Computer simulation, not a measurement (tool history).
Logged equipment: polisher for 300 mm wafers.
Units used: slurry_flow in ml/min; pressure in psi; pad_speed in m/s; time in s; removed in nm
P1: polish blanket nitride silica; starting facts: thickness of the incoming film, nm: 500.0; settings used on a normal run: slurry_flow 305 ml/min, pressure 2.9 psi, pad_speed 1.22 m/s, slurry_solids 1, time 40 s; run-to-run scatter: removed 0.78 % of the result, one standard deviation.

Run 1, hour 9.8: slurry_flow 305 ml/min, pressure 2.9 psi, pad_speed 1.22 m/s, slurry_solids 1, time 40 s. Result: removed 30.262 nm.
Run 2, hour 21.3: slurry_flow 305 ml/min, pressure 2.9 psi, pad_speed 1.22 m/s, slurry_solids 1, time 40 s. Result: removed 30.051 nm.
Run 3, hour 26.9: slurry_flow 305 ml/min, pressure 2.9 psi, pad_speed 1.22 m/s, slurry_solids 1, time 40 s. Result: removed 29.971 nm.
Run 4, hour 32.1: slurry_flow 185 ml/min, pressure 2.9 psi, pad_speed 1.22 m/s, slurry_solids 1, time 40 s. Result: removed 28.439 nm.
Run 5, hour 41.3: slurry_flow 305 ml/min, pressure 2.9 psi, pad_speed 1.22 m/s, slurry_solids 1, time 18 s. Result: removed 13.282 nm.
Run 6, hour 48.2: slurry_flow 305 ml/min, pressure 2.9 psi, pad_speed 1.22 m/s, slurry_solids 1, time 40 s. Result: removed 30.148 nm.
Run 7, hour 59.8: slurry_flow 305 ml/min, pressure 1.4 psi, pad_speed 1.22 m/s, slurry_solids 1, time 25 s. Result: removed 8.9831 nm.
Run 8, hour 69: slurry_flow 305 ml/min, pressure 4.3 psi, pad_speed 0.62 m/s, slurry_solids 1, time 40 s. Result: removed 25.838 nm.
Run 9, hour 74.9: slurry_flow 305 ml/min, pressure 2.9 psi, pad_speed 1.72 m/s, slurry_solids 1, time 40 s. Result: removed 39.42 nm.
Run 10, hour 85.2: slurry_flow 305 ml/min, pressure 2.9 psi, pad_speed 1.22 m/s, slurry_solids 1, time 40 s. Result: removed 29.456 nm.
Run 11, hour 91.1: slurry_flow 305 ml/min, pressure 2.9 psi, pad_speed 1.22 m/s, slurry_solids 1, time 62 s. Result: removed 45.921 nm.
Run 12, hour 97.9: slurry_flow 390 ml/min, pressure 2.9 psi, pad_speed 1.22 m/s, slurry_solids 1, time 40 s. Result: removed 30.498 nm.
Run 13, hour 105.9: slurry_flow 305 ml/min, pressure 2.9 psi, pad_speed 0.54 m/s, slurry_solids 1, time 40 s. Result: removed 15.335 nm.
Run 14, hour 116.2: slurry_flow 305 ml/min, pressure 1.4 psi, pad_speed 1.22 m/s, slurry_solids 1, time 40 s. Result: removed 14.434 nm.
Run 15, hour 122.5: slurry_flow 305 ml/min, pressure 2.9 psi, pad_speed 1.22 m/s, slurry_solids 1.35, time 40 s. Result: removed 33.99 nm.
Run 16, hour 131.9: slurry_flow 305 ml/min, pressure 2.9 psi, pad_speed 1.76 m/s, slurry_solids 1.35, time 40 s. Result: removed 45.242 nm.
Run 17, hour 140.5: slurry_flow 305 ml/min, pressure 2.9 psi, pad_speed 1.22 m/s, slurry_solids 0.6, time 40 s. Result: removed 22.891 nm.
Run 18, hour 145.9: slurry_flow 305 ml/min, pressure 4.1 psi, pad_speed 1.22 m/s, slurry_solids 1, time 40 s. Result: removed 42.33 nm.
Run 19, hour 152.4: slurry_flow 305 ml/min, pressure 2.9 psi, pad_speed 1.22 m/s, slurry_solids 1, time 40 s. Result: removed 29.674 nm.
Run 20, hour 164: slurry_flow 305 ml/min, pressure 2.9 psi, pad_speed 1.22 m/s, slurry_solids 1, time 40 s. Result: removed 29.811 nm.
Run 21, hour 173.2: slurry_flow 305 ml/min, pressure 2.9 psi, pad_speed 1.22 m/s, slurry_solids 1, time 40 s. Result: removed 28.568 nm.
Run 22, hour 183.8: slurry_flow 305 ml/min, pressure 2.9 psi, pad_speed 1.22 m/s, slurry_solids 1, time 40 s. Result: removed 27.647 nm.
Run 23, hour 193.5: slurry_flow 305 ml/min, pressure 2.9 psi, pad_speed 1.22 m/s, slurry_solids 1, time 40 s. Result: removed 26.424 nm.
At hour 198.4: conditioning disc replaced and pad reconditioned.
Run 24, hour 200.1: slurry_flow 305 ml/min, pressure 2.9 psi, pad_speed 1.22 m/s, slurry_solids 1, time 40 s. Result: removed 26.26 nm.
Run 25, hour 205.8: slurry_flow 305 ml/min, pressure 2.9 psi, pad_speed 1.22 m/s, slurry_solids 1, time 40 s. Result: removed 26.361 nm.
At hour 212.6: head pressure recalibrated.
Run 26, hour 216.4: slurry_flow 305 ml/min, pressure 2.9 psi, pad_speed 1.22 m/s, slurry_solids 1, time 40 s. Result: removed 26.368 nm.
Run 27, hour 228.1: slurry_flow 305 ml/min, pressure 2.9 psi, pad_speed 1.22 m/s, slurry_solids 1, time 40 s. Result: removed 26.11 nm.
Run 28, hour 234.4: slurry_flow 305 ml/min, pressure 2.9 psi, pad_speed 1.22 m/s, slurry_solids 1, time 40 s. Result: removed 25.549 nm.
Run 29, hour 243.5: slurry_flow 305 ml/min, pressure 2.9 psi, pad_speed 1.22 m/s, slurry_solids 1, time 40 s. Result: removed 25.827 nm.

Compared with where it was, what P1 gives has crept away. Each cause listed below fits the log as well as the rest, at the size given for it:
A: abrasive missing from the slurry, % = 25.7
B: removal rate lost through wear of the pad, % = 13.6
The creep began at about hour 164.
Why every other cause is out:
slurry flow missing at the pad, %: at its largest 40, which would move removed by -5.6 %, too little to match the creep or of the wrong sign
head's pressure below its setpoint, %: work on it at hour 212.6, done after the drift set in, did not restore what the process gave before
time polished since the conditioner stopped cutting, s: work on it at hour 198.4, done after the drift set in, did not restore what the process gave before

You are offered 4 check runs, listed below with question marks in place of their results; each one averages 3 wafers. Which run separates the listed causes by giving clearly different results for each?
Run check 1, hour 252.6: slurry_flow 305 ml/min, pressure 2.9 psi, pad_speed 1.22 m/s, slurry_solids 0.6, time 56 s. Result: removed ?.
Run check 2, hour 252.6: slurry_flow 305 ml/min, pressure 2.9 psi, pad_speed 0.88 m/s, slurry_solids 1, time 26 s. Result: removed ?.
Run check 3, hour 252.6: slurry_flow 305 ml/min, pressure 2.9 psi, pad_speed 0.86 m/s, slurry_solids 1, time 40 s. Result: removed ?.
Run check 4, hour 252.6: slurry_flow 305 ml/min, pressure 2.9 psi, pad_speed 0.58 m/s, slurry_solids 1, time 40 s. Result: removed ?.

How each check would come out, cause by cause:
  check   result    if A    if B
check 1  removed   26.76   27.77
check 2  removed  12.939  12.937
check 3  removed  19.543   19.54
check 4  removed   14.26  14.258
Minimum pairwise separation of causes per check, each pair taken at its best-separating result: check 1 3.71 %; check 2 0.02 %; check 3 0.02 %; check 4 0.02 %
Check 1 tells the causes apart: in the others they would give nearly the same result.

Then check 1 was run and gave: removed 27.684 nm. Which cause is it?

The correct cause is B, namely: removal rate lost through wear of the pad, %.
